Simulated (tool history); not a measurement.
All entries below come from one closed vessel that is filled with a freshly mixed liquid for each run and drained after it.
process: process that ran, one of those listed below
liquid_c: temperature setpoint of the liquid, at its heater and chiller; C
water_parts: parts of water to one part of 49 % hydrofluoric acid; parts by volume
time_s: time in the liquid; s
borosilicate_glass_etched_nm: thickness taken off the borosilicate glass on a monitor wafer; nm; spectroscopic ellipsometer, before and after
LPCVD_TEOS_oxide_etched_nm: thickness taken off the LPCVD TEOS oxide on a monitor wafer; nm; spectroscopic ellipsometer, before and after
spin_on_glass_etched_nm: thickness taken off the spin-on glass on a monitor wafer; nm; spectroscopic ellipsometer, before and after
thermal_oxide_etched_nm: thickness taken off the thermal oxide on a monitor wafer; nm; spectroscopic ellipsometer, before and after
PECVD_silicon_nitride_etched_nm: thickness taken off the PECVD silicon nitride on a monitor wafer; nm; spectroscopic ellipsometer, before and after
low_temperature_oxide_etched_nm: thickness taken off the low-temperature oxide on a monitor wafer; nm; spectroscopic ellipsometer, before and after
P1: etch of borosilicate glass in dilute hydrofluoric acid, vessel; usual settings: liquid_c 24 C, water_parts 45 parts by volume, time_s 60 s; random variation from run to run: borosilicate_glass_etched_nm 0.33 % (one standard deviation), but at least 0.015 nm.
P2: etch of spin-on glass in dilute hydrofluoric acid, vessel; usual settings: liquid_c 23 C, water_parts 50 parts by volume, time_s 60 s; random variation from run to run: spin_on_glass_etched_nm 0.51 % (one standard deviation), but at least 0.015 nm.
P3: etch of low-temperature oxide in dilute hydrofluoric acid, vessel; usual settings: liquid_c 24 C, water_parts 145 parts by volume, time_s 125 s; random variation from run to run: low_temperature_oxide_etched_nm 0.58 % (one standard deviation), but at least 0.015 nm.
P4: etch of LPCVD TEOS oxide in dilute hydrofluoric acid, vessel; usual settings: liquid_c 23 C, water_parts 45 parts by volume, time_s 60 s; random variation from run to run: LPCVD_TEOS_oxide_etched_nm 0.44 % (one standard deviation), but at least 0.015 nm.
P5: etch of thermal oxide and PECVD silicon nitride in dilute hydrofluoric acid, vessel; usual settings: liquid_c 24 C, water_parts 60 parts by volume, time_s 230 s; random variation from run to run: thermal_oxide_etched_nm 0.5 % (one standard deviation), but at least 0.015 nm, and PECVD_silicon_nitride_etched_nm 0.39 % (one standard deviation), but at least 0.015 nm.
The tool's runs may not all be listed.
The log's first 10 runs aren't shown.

run,day,process,liquid_c,water_parts,time_s,hours since the thermometer was replaced,hours since the hydrofluoric acid flow meter was replaced,borosilicate_glass_etched_nm,LPCVD_TEOS_oxide_etched_nm,spin_on_glass_etched_nm,thermal_oxide_etched_nm,PECVD_silicon_nitride_etched_nm,low_temperature_oxide_etched_nm
11,2.7,P4,23,45,30,19.1,11.7,,14.577,,,,
12,2.938,P5,17,60,230,24.8,17.4,,,,13.212,14.216,
13,3.279,P1,19.5,45,60,33,25.6,27.859,,,,,
14,3.533,P1,24,45,110,39.1,31.7,62.244,,,,,
15,3.775,P1,31,45,60,44.9,37.5,44.918,,,,,
16,3.996,P1,24,65,60,50.2,42.8,22.897,,,,,
17,4.258,P5,24,60,230,56.5,49.1,,,,17.766,22.911,
18,4.596,P5,24,60,55,64.6,57.2,,,,4.2669,5.4993,
19,4.833,P1,24,45,60,70.3,62.9,34.084,,,,,
20,5.008,P3,24,145,35,74.5,67.1,,,,,,2.4441
21,5.354,P2,23,25,60,82.8,75.4,,,133.27,,,
22,5.675,P1,24,45,60,90.5,83.1,33.676,,,,,
23,5.871,P1,20,20,60,95.2,87.8,66.229,,,,,
24,6.183,P3,32,145,125,102.7,95.3,,,,,,11.725
25,6.446,P1,24,45,60,109,101.6,33.842,,,,,
26,6.721,P3,24,145,125,115.6,108.2,,,,,,8.5624
27,7.017,P3,24,210,125,122.7,115.3,,,,,,5.5863
28,7.233,P1,24,25,60,127.9,120.5,62.535,,,,,
29,7.433,P2,28.5,50,60,132.7,125.3,,,81.388,,,
30,7.729,P1,24,45,60,139.8,132.4,34.035,,,,,
31,8.1,P1,24,45,60,148.7,141.3,34.758,,,,,

Predict the results of run 32:
32,8.317,P1,24,45,60,153.9,146.5,?,,,,,

{"run 32": {"borosilicate_glass_etched_nm": 34.999}}
